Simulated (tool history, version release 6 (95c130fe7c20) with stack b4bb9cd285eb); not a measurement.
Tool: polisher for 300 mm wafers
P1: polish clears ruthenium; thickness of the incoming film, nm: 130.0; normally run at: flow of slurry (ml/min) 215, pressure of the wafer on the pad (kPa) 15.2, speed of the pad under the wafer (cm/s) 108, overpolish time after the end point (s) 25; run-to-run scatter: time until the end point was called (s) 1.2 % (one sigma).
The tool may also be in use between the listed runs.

run   hour  flow of slurry (ml/min)  pressure of the wafer on the pad (kPa)  speed of the pad under the wafer (cm/s)  overpolish time after the end point (s)  wafers polished on this pad  hours since the slurry nozzle was cleaned  hours since the head pressure was calibrated  time until the end point was called (s)
  1    7.7                      215                                    15.2                                      108                                       25                          573                                       91.8                                         114.1                                   98.774
  2     20                      215                                    15.2                                      108                                       25                          672                                      104.1                                         126.4                                   95.904
  3   28.4                      215                                    15.2                                      108                                       25                          739                                      112.5                                         134.8                                   97.194
  4     35                      215                                    24.1                                      108                                       42                          792                                      119.1                                         141.4                                   60.991
  5   46.3                      135                                    15.2                                      108                                       25                          883                                      130.4                                         152.7                                   104.27
  6   53.6                      215                                    15.2                                      108                                       25                          941                                      137.7                                           160                                   97.514
  7   63.5                      215                                    15.2                                      108                                       12                         1020                                      147.6                                         169.9                                   96.847
  8   75.1                      215                                    15.2                                      108                                       25                         1113                                      159.2                                         181.5                                   97.654
  9   88.2                      215                                    15.2                                      162                                       25                         1218                                      172.3                                         194.6                                   64.554
 10   98.8                      215                                    20.7                                      108                                       25                         1303                                      182.9                                         205.2                                   70.545
       105  -- slurry nozzle cleaned
 11  105.5                      215                                    15.2                                      108                                       43                         1357                                        0.6                                         211.9                                   97.214
 12    114                      305                                    15.2                                      108                                       25                         1425                                        9.1                                         220.4                                   92.916
 13  127.8                      215                                     8.3                                      108                                       25                         1536                                       22.9                                         234.2                                    176.2
 14  137.6                      215                                    15.2                                       50                                       25                         1614                                       32.7                                           244                                   208.47
 15  146.7                      215                                    15.2                                      108                                       25                         1687                                       41.8                                         253.1                                   97.182
 16  161.4                      215                                    15.2                                      108                                       25                         1805                                       56.5                                         267.8                                   99.878
 17  169.1                      215                                    15.2                                      108                                       25                         1867                                       64.2                                         275.5                                   101.59
 18  182.9                      215                                    15.2                                      108                                       25                         1977                                         78                                         289.3                                   104.95
 19  189.5                      215                                    15.2                                      108                                       25                         2030                                       84.6                                         295.9                                    104.2
 20  198.2                      215                                    15.2                                      108                                       25                         2100                                       93.3                                         304.6                                    104.5
     202.7  -- head pressure recalibrated
 21    209                      215                                    15.2                                      108                                       25                         2186                                      104.1                                           6.4                                   105.12
 22  215.7                      215                                    15.2                                      108                                       25                         2240                                      110.8                                          13.1                                   106.01
 23  227.1                      215                                    15.2                                      108                                       25                         2331                                      122.2                                          24.5                                   104.51

What P1 gives has crept away from where it was. These 2 causes fit the log equally well, each at the size given:
A: removal rate lost through wear of the pad, % = 7.43
B: slurry flow missing at the pad, % = 38.8
The creep began at about hour 146.7.
Why every other cause is out:
head's pressure below its setpoint, %: serviced at hour 202.7, which brought nothing back

4 check runs are offered, each on 5 wafers whose results are averaged, their results left as question marks. Which one tells the causes apart?
check 1  238.5                      215                                    18.6                                      108                                       25                                                                                                                                                              ?
check 2  238.5                      135                                    15.2                                      108                                       25                                                                                                                                                              ?
check 3  238.5                      215                                    15.2                                      132                                       25                                                                                                                                                              ?
check 4  238.5                      215                                    15.2                                      108                                       37                                                                                                                                                              ?

What each check would give under each cause:
  check                                   result    if A    if B
check 1  time until the end point was called (s)  85.359  85.362
check 2  time until the end point was called (s)  112.61  117.27
check 3  time until the end point was called (s)  85.712  85.715
check 4  time until the end point was called (s)  104.76  104.76
How far apart the two closest causes lie, in the result that separates them most: check 1 0 %; check 2 4.06 %; check 3 0 %; check 4 0 %
Check 2 tells the causes apart: in the others they would give nearly the same result.

Check 2 was then run and gave: time until the end point was called (s) 112.84. Which cause is it?

It is A: removal rate lost through wear of the pad, %.
